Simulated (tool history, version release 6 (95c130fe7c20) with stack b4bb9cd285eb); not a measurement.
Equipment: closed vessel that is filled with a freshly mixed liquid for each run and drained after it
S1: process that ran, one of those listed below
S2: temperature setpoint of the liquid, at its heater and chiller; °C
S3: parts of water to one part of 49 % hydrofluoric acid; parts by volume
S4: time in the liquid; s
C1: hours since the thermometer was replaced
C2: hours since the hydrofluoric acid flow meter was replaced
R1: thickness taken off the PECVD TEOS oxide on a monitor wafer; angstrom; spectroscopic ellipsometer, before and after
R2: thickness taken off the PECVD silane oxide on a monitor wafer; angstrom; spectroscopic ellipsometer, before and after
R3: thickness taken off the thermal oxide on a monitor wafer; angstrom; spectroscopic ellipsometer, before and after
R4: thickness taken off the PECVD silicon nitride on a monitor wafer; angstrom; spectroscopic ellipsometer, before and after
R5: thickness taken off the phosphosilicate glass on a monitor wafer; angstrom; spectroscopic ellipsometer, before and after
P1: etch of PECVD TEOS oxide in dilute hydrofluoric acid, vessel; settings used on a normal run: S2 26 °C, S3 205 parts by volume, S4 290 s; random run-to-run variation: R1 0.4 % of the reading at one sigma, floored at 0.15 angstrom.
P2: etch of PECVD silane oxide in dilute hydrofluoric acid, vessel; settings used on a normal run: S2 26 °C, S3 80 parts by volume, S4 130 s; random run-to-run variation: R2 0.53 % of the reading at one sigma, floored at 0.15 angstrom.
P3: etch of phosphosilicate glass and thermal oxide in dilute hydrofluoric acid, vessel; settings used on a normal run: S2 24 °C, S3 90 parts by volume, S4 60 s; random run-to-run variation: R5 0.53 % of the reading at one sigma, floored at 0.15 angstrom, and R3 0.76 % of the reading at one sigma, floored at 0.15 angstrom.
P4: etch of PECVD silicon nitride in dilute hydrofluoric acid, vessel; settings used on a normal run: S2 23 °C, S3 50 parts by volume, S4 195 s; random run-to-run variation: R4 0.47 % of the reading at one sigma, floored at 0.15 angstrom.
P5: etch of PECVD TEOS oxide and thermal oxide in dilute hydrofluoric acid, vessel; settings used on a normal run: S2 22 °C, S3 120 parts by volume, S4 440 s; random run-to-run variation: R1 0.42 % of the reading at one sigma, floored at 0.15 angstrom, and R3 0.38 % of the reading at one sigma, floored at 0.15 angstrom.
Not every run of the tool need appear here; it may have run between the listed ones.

Run 1, day 0.433: S1 P1, S2 26 °C, S3 205 parts by volume, S4 290 s; C1 1673.7; C2 578.7. Result: R1 112.96 angstrom.
Run 2, day 0.967: S1 P1, S2 34 °C, S3 205 parts by volume, S4 290 s; C1 1686.5; C2 591.5. Result: R1 150.54 angstrom.
Run 3, day 1.296: S1 P1, S2 26 °C, S3 205 parts by volume, S4 155 s; C1 1694.4; C2 599.4. Result: R1 60.509 angstrom.
Run 4, day 1.796: S1 P1, S2 20 °C, S3 305 parts by volume, S4 290 s; C1 1706.4; C2 611.4. Result: R1 55.895 angstrom.
Run 5, day 2.104: S1 P2, S2 26 °C, S3 40 parts by volume, S4 130 s; C1 1713.8; C2 618.8. Result: R2 534.22 angstrom.
Run 6, day 2.404: S1 P5, S2 22 °C, S3 120 parts by volume, S4 30 s; C1 1721; C2 626. Result: R1 28.281 angstrom, R3 10.662 angstrom.
Run 7, day 3.004: S1 P4, S2 29 °C, S3 50 parts by volume, S4 195 s; C1 1735.4; C2 640.4. Result: R4 119.35 angstrom.
Run 8, day 3.538: S1 P1, S2 26 °C, S3 205 parts by volume, S4 505 s; C1 1748.2; C2 653.2. Result: R1 197.84 angstrom.
Run 9, day 3.921: S1 P5, S2 22 °C, S3 25 parts by volume, S4 440 s; C1 1757.4; C2 662.4. Result: R1 2250.4 angstrom, R3 849.52 angstrom.
Run 10, day 4.546: S1 P1, S2 26 °C, S3 60 parts by volume, S4 290 s; C1 1772.4; C2 677.4. Result: R1 463.84 angstrom.
Run 11, day 5.162: S1 P1, S2 26 °C, S3 205 parts by volume, S4 290 s; C1 1787.2; C2 692.2. Result: R1 113.58 angstrom.
Run 12, day 5.562: S1 P1, S2 26 °C, S3 205 parts by volume, S4 290 s; C1 1796.8; C2 701.8. Result: R1 113.96 angstrom.
Run 13, day 6.138: S1 P4, S2 23 °C, S3 50 parts by volume, S4 195 s; C1 1810.6; C2 715.6. Result: R4 79.575 angstrom.
Run 14, day 6.458: S1 P1, S2 26 °C, S3 205 parts by volume, S4 290 s; C1 1818.3; C2 723.3. Result: R1 113.9 angstrom.
At day 6.638: thermometer replaced.
Run 15, day 6.775: S1 P2, S2 26 °C, S3 80 parts by volume, S4 130 s; C1 3.3; C2 730.9. Result: R2 255.76 angstrom.
Run 16, day 7.275: S1 P3, S2 24 °C, S3 90 parts by volume, S4 60 s; C1 15.3; C2 742.9. Result: R3 32.209 angstrom, R5 406.86 angstrom.
Run 17, day 7.796: S1 P5, S2 22 °C, S3 120 parts by volume, S4 440 s; C1 27.8; C2 755.4. Result: R1 416.62 angstrom, R3 158.24 angstrom.
Run 18, day 8.296: S1 P1, S2 26 °C, S3 205 parts by volume, S4 290 s; C1 39.8; C2 767.4. Result: R1 114.15 angstrom.
Run 19, day 8.588: S1 P2, S2 26 °C, S3 80 parts by volume, S4 30 s; C1 46.8; C2 774.4. Result: R2 58.104 angstrom.
Run 20, day 8.933: S1 P4, S2 23 °C, S3 25 parts by volume, S4 195 s; C1 55.1; C2 782.7. Result: R4 155.81 angstrom.
Run 21, day 9.433: S1 P4, S2 23 °C, S3 50 parts by volume, S4 195 s; C1 67.1; C2 794.7. Result: R4 79.406 angstrom.
Run 22, day 10.029: S1 P1, S2 21.5 °C, S3 205 parts by volume, S4 290 s; C1 81.4; C2 809. Result: R1 96.451 angstrom.
Run 23, day 10.321: S1 P3, S2 17 °C, S3 90 parts by volume, S4 60 s; C1 88.4; C2 816. Result: R3 23.979 angstrom, R5 301.74 angstrom.
Run 24, day 10.771: S1 P1, S2 26 °C, S3 345 parts by volume, S4 290 s; C1 99.2; C2 826.8. Result: R1 58.62 angstrom.
Run 25, day 11.1: S1 P5, S2 22 °C, S3 120 parts by volume, S4 440 s; C1 107.1; C2 834.7. Result: R1 416.05 angstrom, R3 159.05 angstrom.
Run 26, day 11.567: S1 P4, S2 23 °C, S3 50 parts by volume, S4 365 s; C1 118.3; C2 845.9. Result: R4 148.72 angstrom.
At day 11.754: hydrofluoric acid flow meter replaced.
Run 27, day 11.967: S1 P2, S2 33.5 °C, S3 80 parts by volume, S4 130 s; C1 127.9; C2 5.1. Result: R2 339.77 angstrom.
Run 28, day 12.521: S1 P3, S2 24 °C, S3 90 parts by volume, S4 115 s; C1 141.2; C2 18.4. Result: R3 61.91 angstrom, R5 774.92 angstrom.
Run 29, day 13.15: S1 P5, S2 27 °C, S3 120 parts by volume, S4 440 s; C1 156.3; C2 33.5. Result: R1 506 angstrom, R3 192.63 angstrom.
Run 30, day 13.625: S1 P3, S2 24 °C, S3 165 parts by volume, S4 60 s; C1 167.7; C2 44.9. Result: R3 16.223 angstrom, R5 203.31 angstrom.
Run 31, day 14: S1 P1, S2 26 °C, S3 205 parts by volume, S4 290 s; C1 176.7; C2 53.9. Result: R1 113.35 angstrom.
Run 32, day 14.367: S1 P1, S2 26 °C, S3 205 parts by volume, S4 290 s; C1 185.5; C2 62.7. Result: R1 113.91 angstrom.
Run 33, day 14.708: S1 P1, S2 26 °C, S3 205 parts by volume, S4 290 s; C1 193.7; C2 70.9. Result: R1 117.52 angstrom.
Run 34, day 15.158: S1 P1, S2 26 °C, S3 205 parts by volume, S4 290 s; C1 204.5; C2 81.7. Result: R1 119.35 angstrom.
Run 35, day 15.546: S1 P1, S2 26 °C, S3 205 parts by volume, S4 290 s; C1 213.8; C2 91. Result: R1 119.65 angstrom.
Run 36, day 15.846: S1 P1, S2 26 °C, S3 205 parts by volume, S4 290 s; C1 221; C2 98.2. Result: R1 120.08 angstrom.
Run 37, day 16.171: S1 P1, S2 26 °C, S3 205 parts by volume, S4 290 s; C1 228.8; C2 106. Result: R1 122.18 angstrom.
Run 38, day 16.608: S1 P1, S2 26 °C, S3 205 parts by volume, S4 290 s; C1 239.3; C2 116.5. Result: R1 122.58 angstrom.
Run 39, day 16.917: S1 P1, S2 26 °C, S3 205 parts by volume, S4 290 s; C1 246.7; C2 123.9. Result: R1 121.27 angstrom.
Run 40, day 17.5: S1 P1, S2 26 °C, S3 205 parts by volume, S4 290 s; C1 260.7; C2 137.9. Result: R1 122.37 angstrom.
Run 41, day 17.971: S1 P1, S2 26 °C, S3 205 parts by volume, S4 290 s; C1 272; C2 149.2. Result: R1 122.51 angstrom.

P1 no longer gives what it gave before; its output has crept away from where it was. The following 2 causes, each at its listed size, fit the log equally well:
A: hydrofluoric acid flow above the setpoint (%) = 6.39
B: liquid hotter than its thermometer reads (K) = 2.14
Onset of the creep was near day 14.367.

Each of the 4 check runs below uses one wafer; its results are left as question marks. Which run tells the causes apart?
Run check 1, day 18.442: S1 P4, S2 28.5 °C, S3 50 parts by volume, S4 305 s. Result: R4 ?.
Run check 2, day 18.442: S1 P2, S2 33 °C, S3 80 parts by volume, S4 40 s. Result: R2 ?.
Run check 3, day 18.442: S1 P3, S2 24 °C, S3 150 parts by volume, S4 110 s. Result: R3 ?, R5 ?.
Run check 4, day 18.442: S1 P5, S2 25 °C, S3 120 parts by volume, S4 40 s. Result: R1 ?, R3 ?.

If the cause were each of the candidates in turn, the checks would give the following:
  check  result    if A    if B
check 1      R4  191.31  206.72
check 2      R2  109.36  110.38
check 3      R3  35.828  36.138
check 3      R5  446.46  450.32
check 4      R1  45.686  46.197
check 4      R3  17.365  17.559
Per check, the gap between the least separated pair of causes, taken in the result that splits them most: check 1 7.75 %; check 2 0.94 %; check 3 0.86 %; check 4 1.11 %
The other checks would show nearly matching results whichever cause is true, so check 1 is the only one that separates the causes.

Check 1 has now been run. It gave: R4 206.72 angstrom. Which of the candidate causes is it?

It was cause B: liquid hotter than its thermometer reads (K).
